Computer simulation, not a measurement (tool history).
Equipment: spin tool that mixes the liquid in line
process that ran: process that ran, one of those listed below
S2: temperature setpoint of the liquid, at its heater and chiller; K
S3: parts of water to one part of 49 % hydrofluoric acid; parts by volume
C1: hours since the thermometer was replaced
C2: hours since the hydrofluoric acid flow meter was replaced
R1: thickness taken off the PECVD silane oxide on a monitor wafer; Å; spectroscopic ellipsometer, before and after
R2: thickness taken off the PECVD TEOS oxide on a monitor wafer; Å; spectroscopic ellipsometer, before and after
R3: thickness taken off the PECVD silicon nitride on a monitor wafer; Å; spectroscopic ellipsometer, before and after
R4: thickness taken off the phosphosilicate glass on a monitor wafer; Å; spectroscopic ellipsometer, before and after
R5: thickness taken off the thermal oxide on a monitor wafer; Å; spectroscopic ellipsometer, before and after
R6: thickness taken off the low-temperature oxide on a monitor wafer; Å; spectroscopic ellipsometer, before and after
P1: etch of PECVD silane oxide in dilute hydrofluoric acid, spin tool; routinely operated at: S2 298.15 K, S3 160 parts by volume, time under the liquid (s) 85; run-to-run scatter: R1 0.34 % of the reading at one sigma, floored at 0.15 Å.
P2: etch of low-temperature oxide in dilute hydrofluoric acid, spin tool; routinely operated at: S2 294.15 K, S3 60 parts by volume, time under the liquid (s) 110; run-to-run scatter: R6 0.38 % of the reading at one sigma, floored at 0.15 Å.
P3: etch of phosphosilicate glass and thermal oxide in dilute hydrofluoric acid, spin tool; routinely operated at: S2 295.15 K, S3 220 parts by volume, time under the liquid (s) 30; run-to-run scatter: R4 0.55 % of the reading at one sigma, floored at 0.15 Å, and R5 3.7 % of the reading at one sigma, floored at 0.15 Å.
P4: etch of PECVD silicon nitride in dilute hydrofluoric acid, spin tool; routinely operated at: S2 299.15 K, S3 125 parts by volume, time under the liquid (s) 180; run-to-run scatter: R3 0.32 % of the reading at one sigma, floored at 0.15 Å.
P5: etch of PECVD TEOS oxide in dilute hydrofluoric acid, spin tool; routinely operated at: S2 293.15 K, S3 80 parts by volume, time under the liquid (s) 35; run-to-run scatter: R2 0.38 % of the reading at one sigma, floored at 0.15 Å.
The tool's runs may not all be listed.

run 1 hour=11.6 | process_that_ran=P1 S2=298.15 S3=160 time_under_the_liquid_(s)=85 | C1=720.8 C2=217.5 | R1=144.96
run 2 hour=17.8 | process_that_ran=P1 S2=298.15 S3=55 time_under_the_liquid_(s)=85 | C1=727 C2=223.7 | R1=486.08
run 3 hour=28.3 | process_that_ran=P5 S2=293.15 S3=80 time_under_the_liquid_(s)=15 | C1=737.5 C2=234.2 | R2=27.362
run 4 hour=41.7 | process_that_ran=P1 S2=298.15 S3=160 time_under_the_liquid_(s)=85 | C1=750.9 C2=247.6 | R1=146.84
run 5 hour=54 | process_that_ran=P4 S2=295.65 S3=125 time_under_the_liquid_(s)=180 | C1=763.2 C2=259.9 | R3=52.763
run 6 hour=63.7 | process_that_ran=P5 S2=293.15 S3=130 time_under_the_liquid_(s)=35 | C1=772.9 C2=269.6 | R2=37.001
run 7 hour=75.6 | process_that_ran=P4 S2=299.15 S3=125 time_under_the_liquid_(s)=180 | C1=784.8 C2=281.5 | R3=66.091
run 8 hour=86.5 | process_that_ran=P3 S2=295.15 S3=220 time_under_the_liquid_(s)=55 | C1=795.7 C2=292.4 | R4=172.49 R5=9.4451
run 9 hour=93.7 | process_that_ran=P1 S2=303.15 S3=160 time_under_the_liquid_(s)=85 | C1=802.9 C2=299.6 | R1=175
run 10 hour=107.5 | process_that_ran=P5 S2=293.15 S3=80 time_under_the_liquid_(s)=35 | C1=816.7 C2=313.4 | R2=63.297
run 11 hour=115.6 | process_that_ran=P1 S2=294.15 S3=240 time_under_the_liquid_(s)=85 | C1=824.8 C2=321.5 | R1=76.669
run 12 hour=122.2 | process_that_ran=P4 S2=299.15 S3=125 time_under_the_liquid_(s)=280 | C1=831.4 C2=328.1 | R3=103.28
run 13 hour=132.6 | process_that_ran=P1 S2=298.15 S3=160 time_under_the_liquid_(s)=85 | C1=841.8 C2=338.5 | R1=145.64
run 14 hour=145.4 | process_that_ran=P3 S2=295.15 S3=220 time_under_the_liquid_(s)=30 | C1=854.6 C2=351.3 | R4=93.468 R5=5.8698
run 15 hour=155.5 | process_that_ran=P2 S2=294.15 S3=60 time_under_the_liquid_(s)=20 | C1=864.7 C2=361.4 | R6=101.02
run 16 hour=164.3 | process_that_ran=P2 S2=294.15 S3=60 time_under_the_liquid_(s)=110 | C1=873.5 C2=370.2 | R6=555.8
run 17 hour=176.3 | process_that_ran=P2 S2=294.15 S3=110 time_under_the_liquid_(s)=110 | C1=885.5 C2=382.2 | R6=284.4
-- hour=183.1 thermometer replaced
run 18 hour=187.3 | process_that_ran=P1 S2=298.15 S3=160 time_under_the_liquid_(s)=85 | C1=4.2 C2=393.2 | R1=146.66
run 19 hour=199.2 | process_that_ran=P3 S2=295.15 S3=355 time_under_the_liquid_(s)=30 | C1=16.1 C2=405.1 | R4=51.08 R5=2.6163
run 20 hour=210.7 | process_that_ran=P4 S2=299.15 S3=125 time_under_the_liquid_(s)=180 | C1=27.6 C2=416.6 | R3=66.325
run 21 hour=218.4 | process_that_ran=P4 S2=299.15 S3=205 time_under_the_liquid_(s)=180 | C1=35.3 C2=424.3 | R3=40.218
run 22 hour=226 | process_that_ran=P1 S2=298.15 S3=160 time_under_the_liquid_(s)=155 | C1=42.9 C2=431.9 | R1=266.01
run 23 hour=239.9 | process_that_ran=P1 S2=298.15 S3=160 time_under_the_liquid_(s)=25 | C1=56.8 C2=445.8 | R1=42.754
run 24 hour=247.8 | process_that_ran=P1 S2=292.65 S3=160 time_under_the_liquid_(s)=85 | C1=64.7 C2=453.7 | R1=118.46
run 25 hour=257.3 | process_that_ran=P3 S2=290.15 S3=220 time_under_the_liquid_(s)=30 | C1=74.2 C2=463.2 | R4=77.391 R5=4.5919
run 26 hour=264.2 | process_that_ran=P1 S2=298.15 S3=160 time_under_the_liquid_(s)=85 | C1=81.1 C2=470.1 | R1=146.48
run 27 hour=278.4 | process_that_ran=P2 S2=302.65 S3=60 time_under_the_liquid_(s)=110 | C1=95.3 C2=484.3 | R6=782.15
run 28 hour=289.7 | process_that_ran=P5 S2=290.15 S3=80 time_under_the_liquid_(s)=35 | C1=106.6 C2=495.6 | R2=56.187
run 29 hour=296.2 | process_that_ran=P1 S2=298.15 S3=245 time_under_the_liquid_(s)=130 | C1=113.1 C2=502.1 | R1=132.67
run 30 hour=304 | process_that_ran=P1 S2=298.15 S3=160 time_under_the_liquid_(s)=85 | C1=120.9 C2=509.9 | R1=145.58
run 31 hour=315.5 | process_that_ran=P5 S2=293.15 S3=80 time_under_the_liquid_(s)=35 | C1=132.4 C2=521.4 | R2=63.507
run 32 hour=327.3 | process_that_ran=P1 S2=298.15 S3=160 time_under_the_liquid_(s)=85 | C1=144.2 C2=533.2 | R1=145.16
run 33 hour=338.3 | process_that_ran=P1 S2=298.15 S3=265 time_under_the_liquid_(s)=85 | C1=155.2 C2=544.2 | R1=79.105
run 34 hour=344.6 | process_that_ran=P1 S2=298.15 S3=160 time_under_the_liquid_(s)=85 | C1=161.5 C2=550.5 | R1=145.31
run 35 hour=357.3 | process_that_ran=P1 S2=298.15 S3=160 time_under_the_liquid_(s)=85 | C1=174.2 C2=563.2 | R1=150.25
run 36 hour=365.9 | process_that_ran=P1 S2=298.15 S3=160 time_under_the_liquid_(s)=85 | C1=182.8 C2=571.8 | R1=153.47
run 37 hour=376.3 | process_that_ran=P1 S2=298.15 S3=160 time_under_the_liquid_(s)=85 | C1=193.2 C2=582.2 | R1=155.17
run 38 hour=389.9 | process_that_ran=P1 S2=298.15 S3=160 time_under_the_liquid_(s)=85 | C1=206.8 C2=595.8 | R1=155.81
run 39 hour=399.5 | process_that_ran=P1 S2=298.15 S3=160 time_under_the_liquid_(s)=85 | C1=216.4 C2=605.4 | R1=156.9
run 40 hour=413.8 | process_that_ran=P1 S2=298.15 S3=160 time_under_the_liquid_(s)=85 | C1=230.7 C2=619.7 | R1=157.03
run 41 hour=421.4 | process_that_ran=P1 S2=298.15 S3=160 time_under_the_liquid_(s)=85 | C1=238.3 C2=627.3 | R1=157.48
run 42 hour=433 | process_that_ran=P1 S2=298.15 S3=160 time_under_the_liquid_(s)=85 | C1=249.9 C2=638.9 | R1=156.88

P1 no longer gives what it gave before; its output has crept away from where it was. The following 2 causes, each at its listed size, fit the log equally well:
A: hydrofluoric acid flow above the setpoint (%) = 6.34
B: liquid hotter than its thermometer reads (K) = 1.96
Creep in the process output first set in at about hour 344.6.

Of the 4 check runs listed below, each run on one wafer and each result written as a question mark, which would let you distinguish the listed causes because they would give clearly different results?
run check 1 hour=444.6 | process_that_ran=P2 S2=300.65 S3=80 time_under_the_liquid_(s)=110 | R6=?
run check 2 hour=444.6 | process_that_ran=P3 S2=295.15 S3=285 time_under_the_liquid_(s)=30 | R4=? R5=?
run check 3 hour=444.6 | process_that_ran=P5 S2=290.15 S3=80 time_under_the_liquid_(s)=15 | R2=?
run check 4 hour=444.6 | process_that_ran=P4 S2=299.15 S3=125 time_under_the_liquid_(s)=250 | R3=?

If the cause were each of the candidates in turn, the checks would give the following:
check=check_1 result=R6 if_A=563.82 if_B=568.2
check=check_2 result=R4 if_A=73.365 if_B=72.774
check=check_2 result=R5 if_A=4.1822 if_B=4.1485
check=check_3 result=R2 if_A=25.682 if_B=26.105
check=check_4 result=R3 if_A=97.829 if_B=104.24
Distance between the nearest two causes, measured in the result of the check that separates them most: check 1 0.77 %; check 2 0.81 %; check 3 1.64 %; check 4 6.34 %
Check 4 distinguishes between the causes, while the remaining checks would return nearly the same result for all of them.

Running check 4 produced the following: R3 103.81 Å. Which one of the listed causes fits?

It is B: liquid hotter than its thermometer reads (K).
